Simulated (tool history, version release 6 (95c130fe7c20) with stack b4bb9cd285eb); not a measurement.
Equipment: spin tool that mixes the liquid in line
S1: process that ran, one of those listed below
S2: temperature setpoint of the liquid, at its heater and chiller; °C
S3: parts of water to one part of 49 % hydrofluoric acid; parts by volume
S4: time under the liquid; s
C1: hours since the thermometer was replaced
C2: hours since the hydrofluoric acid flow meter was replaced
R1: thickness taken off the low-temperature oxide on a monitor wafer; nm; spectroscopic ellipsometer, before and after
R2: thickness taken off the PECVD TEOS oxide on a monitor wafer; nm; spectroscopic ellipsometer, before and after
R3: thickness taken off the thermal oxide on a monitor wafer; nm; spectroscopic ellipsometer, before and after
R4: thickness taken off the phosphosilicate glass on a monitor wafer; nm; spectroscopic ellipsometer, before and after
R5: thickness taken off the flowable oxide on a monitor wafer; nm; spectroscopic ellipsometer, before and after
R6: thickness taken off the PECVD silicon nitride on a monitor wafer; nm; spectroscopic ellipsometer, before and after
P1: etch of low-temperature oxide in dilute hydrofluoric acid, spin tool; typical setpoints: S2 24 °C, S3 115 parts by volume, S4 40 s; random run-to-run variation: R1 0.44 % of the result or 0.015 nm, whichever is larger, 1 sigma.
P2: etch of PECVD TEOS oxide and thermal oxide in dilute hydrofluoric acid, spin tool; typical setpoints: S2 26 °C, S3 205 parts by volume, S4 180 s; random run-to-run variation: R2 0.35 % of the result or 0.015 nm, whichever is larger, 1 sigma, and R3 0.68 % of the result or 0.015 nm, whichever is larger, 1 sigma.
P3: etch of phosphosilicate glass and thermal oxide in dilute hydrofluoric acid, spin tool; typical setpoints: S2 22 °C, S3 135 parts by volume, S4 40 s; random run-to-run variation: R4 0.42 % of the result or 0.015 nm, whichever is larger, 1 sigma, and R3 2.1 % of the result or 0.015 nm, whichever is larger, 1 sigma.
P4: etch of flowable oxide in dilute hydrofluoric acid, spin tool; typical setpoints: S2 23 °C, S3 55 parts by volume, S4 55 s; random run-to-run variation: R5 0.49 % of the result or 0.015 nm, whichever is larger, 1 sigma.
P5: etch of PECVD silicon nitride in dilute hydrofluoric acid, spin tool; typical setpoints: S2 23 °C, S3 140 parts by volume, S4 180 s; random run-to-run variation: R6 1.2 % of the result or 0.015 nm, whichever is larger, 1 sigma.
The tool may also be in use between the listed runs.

| run | hour | S1 | S2 | S3 | S4 | C1 | C2 | R1 | R2 | R3 | R4 | R5 | R6 |
|---|---|---|---|---|---|---|---|---|---|---|---|---|---|
| 1 | 5.6 | P1 | 24 | 115 | 40 | 802.4 | 250 | 12.176 |  |  |  |  |  |
| 2 | 11.4 | P1 | 24 | 50 | 40 | 808.2 | 255.8 | 30.236 |  |  |  |  |  |
| 3 | 15.1 | P2 | 26 | 205 | 180 | 811.9 | 259.5 |  | 7.053 | 4.0331 |  |  |  |
| 4 | 20.9 | P3 | 22 | 135 | 40 | 817.7 | 265.3 |  |  | 1.2337 | 30.844 |  |  |
| 5 | 25.8 | P2 | 26 | 205 | 180 | 822.6 | 270.2 |  | 7.0578 | 4.0569 |  |  |  |
| 6 | 29.2 | P4 | 23 | 105 | 55 | 826 | 273.6 |  |  |  |  | 13.812 |  |
| 7 | 34 | P2 | 30 | 205 | 180 | 830.8 | 278.4 |  | 8.1581 | 4.6513 |  |  |  |
| 8 | 38.1 | P5 | 31 | 140 | 180 | 834.9 | 282.5 |  |  |  |  |  | 3.4983 |
| 9 | 42.3 | P1 | 24 | 200 | 40 | 839.1 | 286.7 | 6.294 |  |  |  |  |  |
| 10 | 45.9 | P1 | 24 | 115 | 40 | 842.7 | 290.3 | 12.16 |  |  |  |  |  |
| 11 | 48.6 | P5 | 23 | 25 | 180 | 845.4 | 293 |  |  |  |  |  | 11.157 |
| 12 | 53.2 | P2 | 26 | 205 | 75 | 850 | 297.6 |  | 2.9284 | 1.6811 |  |  |  |
| 13 | 57.7 | P1 | 30.5 | 115 | 40 | 854.5 | 302.1 | 15.54 |  |  |  |  |  |
| 14 | 62.4 | P1 | 24 | 115 | 20 | 859.2 | 306.8 | 6.0944 |  |  |  |  |  |
|  | 65.2 | thermometer replaced |
| 15 | 65.4 | P5 | 23 | 140 | 180 | 0.2 | 309.8 |  |  |  |  |  | 2.0982 |
| 16 | 70 | P1 | 18.5 | 115 | 40 | 4.8 | 314.4 | 9.7535 |  |  |  |  |  |
| 17 | 72.8 | P1 | 24 | 115 | 40 | 7.6 | 317.2 | 12.053 |  |  |  |  |  |
| 18 | 77.1 | P1 | 19.5 | 55 | 40 | 11.9 | 321.5 | 22.542 |  |  |  |  |  |
| 19 | 83 | P4 | 23 | 55 | 55 | 17.8 | 327.4 |  |  |  |  | 27.963 |  |
| 20 | 86.4 | P4 | 17 | 55 | 55 | 21.2 | 330.8 |  |  |  |  | 21.905 |  |
| 21 | 90.8 | P4 | 23 | 55 | 105 | 25.6 | 335.2 |  |  |  |  | 53.449 |  |
| 22 | 94.9 | P5 | 23 | 140 | 285 | 29.7 | 339.3 |  |  |  |  |  | 3.2645 |
| 23 | 98.1 | P4 | 23 | 55 | 55 | 32.9 | 342.5 |  |  |  |  | 28.177 |  |
| 24 | 101.3 | P5 | 23 | 140 | 180 | 36.1 | 345.7 |  |  |  |  |  | 2.0751 |
| 25 | 104.7 | P1 | 24 | 115 | 40 | 39.5 | 349.1 | 12.107 |  |  |  |  |  |
| 26 | 108.8 | P3 | 22 | 135 | 70 | 43.6 | 353.2 |  |  | 2.2087 | 53.874 |  |  |
| 27 | 114 | P1 | 24 | 115 | 40 | 48.8 | 358.4 | 12.06 |  |  |  |  |  |
| 28 | 119.7 | P1 | 24 | 115 | 40 | 54.5 | 364.1 | 12.076 |  |  |  |  |  |
| 29 | 124.7 | P2 | 26 | 95 | 180 | 59.5 | 369.1 |  | 17.458 | 9.9546 |  |  |  |
| 30 | 128.9 | P1 | 24 | 115 | 60 | 63.7 | 373.3 | 18.175 |  |  |  |  |  |
| 31 | 132.4 | P3 | 28.5 | 135 | 40 | 67.2 | 376.8 |  |  | 1.5964 | 39.606 |  |  |
| 32 | 136 | P3 | 22 | 75 | 40 | 70.8 | 380.4 |  |  | 2.4536 | 59.125 |  |  |
| 33 | 139.6 | P1 | 24 | 115 | 40 | 74.4 | 384 | 12.086 |  |  |  |  |  |
| 34 | 144.1 | P1 | 24 | 115 | 40 | 78.9 | 388.5 | 12.468 |  |  |  |  |  |
| 35 | 149.4 | P1 | 24 | 115 | 40 | 84.2 | 393.8 | 12.654 |  |  |  |  |  |
| 36 | 152 | P1 | 24 | 115 | 40 | 86.8 | 396.4 | 12.716 |  |  |  |  |  |
| 37 | 155.8 | P1 | 24 | 115 | 40 | 90.6 | 400.2 | 12.79 |  |  |  |  |  |
| 38 | 158.7 | P1 | 24 | 115 | 40 | 93.5 | 403.1 | 12.76 |  |  |  |  |  |
| 39 | 161.3 | P1 | 24 | 115 | 40 | 96.1 | 405.7 | 12.739 |  |  |  |  |  |

P1 no longer gives what it gave before; its output has crept away from where it was. The following 2 causes, each at its listed size, fit the log equally well:
A: liquid hotter than its thermometer reads (K) = 1.43
B: hydrofluoric acid flow above the setpoint (%) = 5
The creep began at about hour 139.6.

The list below offers 4 check runs, each averaging the results of 3 wafers, and shows each result as a question mark. For which of them would the listed causes give clearly different results?
| check 1 | 163.9 | P4 | 23 | 100 | 80 |  |  |  |  |  |  | ? |  |
| check 2 | 163.9 | P5 | 23 | 45 | 280 |  |  |  |  |  |  |  | ? |
| check 3 | 163.9 | P3 | 22 | 80 | 70 |  |  |  |  | ? | ? |  |  |
| check 4 | 163.9 | P2 | 26 | 115 | 180 |  |  |  | ? | ? |  |  |  |

What every check run would give for each of its results, assuming each possible cause in turn:
| check | result | if A | if B |
|---|---|---|---|
| check 1 | R5 | 22.439 | 22.388 |
| check 2 | R6 | 10.813 | 10.292 |
| check 3 | R3 | 4.2305 | 4.2105 |
| check 3 | R4 | 102.65 | 102.17 |
| check 4 | R2 | 14.817 | 14.834 |
| check 4 | R3 | 8.4312 | 8.4408 |
Smallest distance between any two causes, each pair judged by its most separating result, in per cent: check 1 0.23 %; check 2 4.94 %; check 3 0.47 %; check 4 0.11 %
Check 2 distinguishes between the causes, while the remaining checks would return nearly the same result for all of them.

Running check 2 produced the following: R6 10.197 nm. Which one of the listed causes fits?

It is B: hydrofluoric acid flow above the setpoint (%).
